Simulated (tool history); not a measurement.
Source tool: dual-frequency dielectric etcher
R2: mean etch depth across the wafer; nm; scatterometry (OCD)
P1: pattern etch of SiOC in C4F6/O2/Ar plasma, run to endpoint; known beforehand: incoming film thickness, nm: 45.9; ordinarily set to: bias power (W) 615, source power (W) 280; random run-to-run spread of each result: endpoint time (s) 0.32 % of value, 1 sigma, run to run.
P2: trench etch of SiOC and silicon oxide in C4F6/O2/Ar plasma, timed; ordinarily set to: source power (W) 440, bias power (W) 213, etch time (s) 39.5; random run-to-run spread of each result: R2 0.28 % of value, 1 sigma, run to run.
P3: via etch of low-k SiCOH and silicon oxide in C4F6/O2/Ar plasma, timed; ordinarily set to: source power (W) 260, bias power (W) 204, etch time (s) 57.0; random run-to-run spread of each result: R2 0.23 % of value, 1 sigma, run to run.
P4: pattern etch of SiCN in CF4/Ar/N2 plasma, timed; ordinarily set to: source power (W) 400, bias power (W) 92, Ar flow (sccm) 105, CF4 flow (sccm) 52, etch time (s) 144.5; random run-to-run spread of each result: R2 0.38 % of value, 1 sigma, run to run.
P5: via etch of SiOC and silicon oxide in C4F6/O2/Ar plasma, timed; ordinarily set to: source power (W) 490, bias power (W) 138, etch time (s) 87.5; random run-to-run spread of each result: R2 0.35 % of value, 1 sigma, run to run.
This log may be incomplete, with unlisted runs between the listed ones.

{"run": 1, "hour": 4.9, "process that ran": "P1", "bias power (W)": 615, "source power (W)": 280, "endpoint time (s)": 15.971}
{"run": 2, "hour": 10.0, "process that ran": "P4", "bias power (W)": 92, "source power (W)": 400, "Ar flow (sccm)": 105, "CF4 flow (sccm)": 52, "etch time (s)": 80.5, "R2": 67.335}
{"run": 3, "hour": 15.7, "process that ran": "P1", "bias power (W)": 615, "source power (W)": 280, "endpoint time (s)": 16.032}
{"run": 4, "hour": 22.2, "process that ran": "P5", "bias power (W)": 138, "source power (W)": 490, "etch time (s)": 87.5, "R2": 99.949}
{"run": 5, "hour": 25.3, "process that ran": "P2", "bias power (W)": 213, "source power (W)": 440, "etch time (s)": 39.5, "R2": 88.871}
{"run": 6, "hour": 31.6, "process that ran": "P1", "bias power (W)": 615, "source power (W)": 280, "endpoint time (s)": 16.014}
{"run": 7, "hour": 35.1, "process that ran": "P2", "bias power (W)": 213, "source power (W)": 610, "etch time (s)": 39.5, "R2": 101.44}
{"run": 8, "hour": 40.8, "process that ran": "P5", "bias power (W)": 138, "source power (W)": 310, "etch time (s)": 87.5, "R2": 82.789}
{"run": 9, "hour": 44.8, "process that ran": "P4", "bias power (W)": 92, "source power (W)": 400, "Ar flow (sccm)": 105, "CF4 flow (sccm)": 52, "etch time (s)": 144.5, "R2": 121.08}
{"run": 10, "hour": 48.7, "process that ran": "P3", "bias power (W)": 204, "source power (W)": 210, "etch time (s)": 57.0, "R2": 127.69}
{"run": 11, "hour": 53.8, "process that ran": "P4", "bias power (W)": 92, "source power (W)": 530, "Ar flow (sccm)": 105, "CF4 flow (sccm)": 52, "etch time (s)": 144.5, "R2": 153.96}
{"run": 12, "hour": 59.9, "process that ran": "P1", "bias power (W)": 615, "source power (W)": 370, "endpoint time (s)": 14.388}
{"run": 13, "hour": 63.1, "process that ran": "P3", "bias power (W)": 204, "source power (W)": 260, "etch time (s)": 80.5, "R2": 194.65}
{"run": 14, "hour": 67.8, "process that ran": "P1", "bias power (W)": 734, "source power (W)": 280, "endpoint time (s)": 14.924}
{"run": 15, "hour": 70.9, "process that ran": "P4", "bias power (W)": 92, "source power (W)": 400, "Ar flow (sccm)": 131, "CF4 flow (sccm)": 52, "etch time (s)": 144.5, "R2": 116.87}
{"run": 16, "hour": 76.9, "process that ran": "P4", "bias power (W)": 92, "source power (W)": 400, "Ar flow (sccm)": 105, "CF4 flow (sccm)": 68, "etch time (s)": 144.5, "R2": 125.83}
{"run": 17, "hour": 80.1, "process that ran": "P3", "bias power (W)": 255, "source power (W)": 260, "etch time (s)": 57.0, "R2": 149.08}
{"run": 18, "hour": 86.9, "process that ran": "P4", "bias power (W)": 92, "source power (W)": 400, "Ar flow (sccm)": 105, "CF4 flow (sccm)": 52, "etch time (s)": 144.5, "R2": 121.49}
{"run": 19, "hour": 93.2, "process that ran": "P1", "bias power (W)": 615, "source power (W)": 280, "endpoint time (s)": 15.975}
{"run": 20, "hour": 96.2, "process that ran": "P1", "bias power (W)": 615, "source power (W)": 220, "endpoint time (s)": 17.396}
{"run": 21, "hour": 100.7, "process that ran": "P5", "bias power (W)": 138, "source power (W)": 490, "etch time (s)": 108.0, "R2": 122.6}
{"run": 22, "hour": 104.3, "process that ran": "P5", "bias power (W)": 138, "source power (W)": 490, "etch time (s)": 87.5, "R2": 100.04}
{"run": 23, "hour": 109.0, "process that ran": "P4", "bias power (W)": 128, "source power (W)": 400, "Ar flow (sccm)": 105, "CF4 flow (sccm)": 52, "etch time (s)": 144.5, "R2": 137.59}
{"run": 24, "hour": 112.8, "process that ran": "P3", "bias power (W)": 204, "source power (W)": 260, "etch time (s)": 57.0, "R2": 139.25}
{"run": 25, "hour": 119.2, "process that ran": "P3", "bias power (W)": 204, "source power (W)": 260, "etch time (s)": 57.0, "R2": 138.89}
{"run": 26, "hour": 126.0, "process that ran": "P5", "bias power (W)": 101, "source power (W)": 490, "etch time (s)": 87.5, "R2": 90.556}
{"run": 27, "hour": 130.3, "process that ran": "P1", "bias power (W)": 615, "source power (W)": 280, "endpoint time (s)": 15.974}
{"run": 28, "hour": 136.3, "process that ran": "P1", "bias power (W)": 394, "source power (W)": 280, "endpoint time (s)": 18.953}
{"run": 29, "hour": 141.1, "process that ran": "P1", "bias power (W)": 761, "source power (W)": 340, "endpoint time (s)": 13.674}
{"run": 30, "hour": 145.9, "process that ran": "P2", "bias power (W)": 213, "source power (W)": 440, "etch time (s)": 56.0, "R2": 125.93}
{"run": 31, "hour": 149.6, "process that ran": "P2", "bias power (W)": 171, "source power (W)": 440, "etch time (s)": 39.5, "R2": 82.994}
{"run": 32, "hour": 154.0, "process that ran": "P1", "bias power (W)": 615, "source power (W)": 280, "endpoint time (s)": 16.0}
{"run": 33, "hour": 159.3, "process that ran": "P1", "bias power (W)": 615, "source power (W)": 280, "endpoint time (s)": 16.085}
{"run": 34, "hour": 165.3, "process that ran": "P1", "bias power (W)": 615, "source power (W)": 280, "endpoint time (s)": 16.179}
{"run": 35, "hour": 169.5, "process that ran": "P1", "bias power (W)": 615, "source power (W)": 280, "endpoint time (s)": 16.266}
{"run": 36, "hour": 173.7, "process that ran": "P1", "bias power (W)": 615, "source power (W)": 280, "endpoint time (s)": 16.221}
{"run": 37, "hour": 178.6, "process that ran": "P1", "bias power (W)": 615, "source power (W)": 280, "endpoint time (s)": 16.225}
{"run": 38, "hour": 182.8, "process that ran": "P1", "bias power (W)": 615, "source power (W)": 280, "endpoint time (s)": 16.279}
{"hour": 184.7, "done": "wet clean of the chamber"}
{"run": 39, "hour": 188.7, "process that ran": "P1", "bias power (W)": 615, "source power (W)": 280, "endpoint time (s)": 16.225}
{"run": 40, "hour": 192.7, "process that ran": "P1", "bias power (W)": 615, "source power (W)": 280, "endpoint time (s)": 16.274}

What does the tool deliver on the next run?
{"run": 41, "hour": 199.1, "process that ran": "P1", "bias power (W)": 615, "source power (W)": 280, "endpoint time (s)": "?"}

endpoint time (s): 16.264
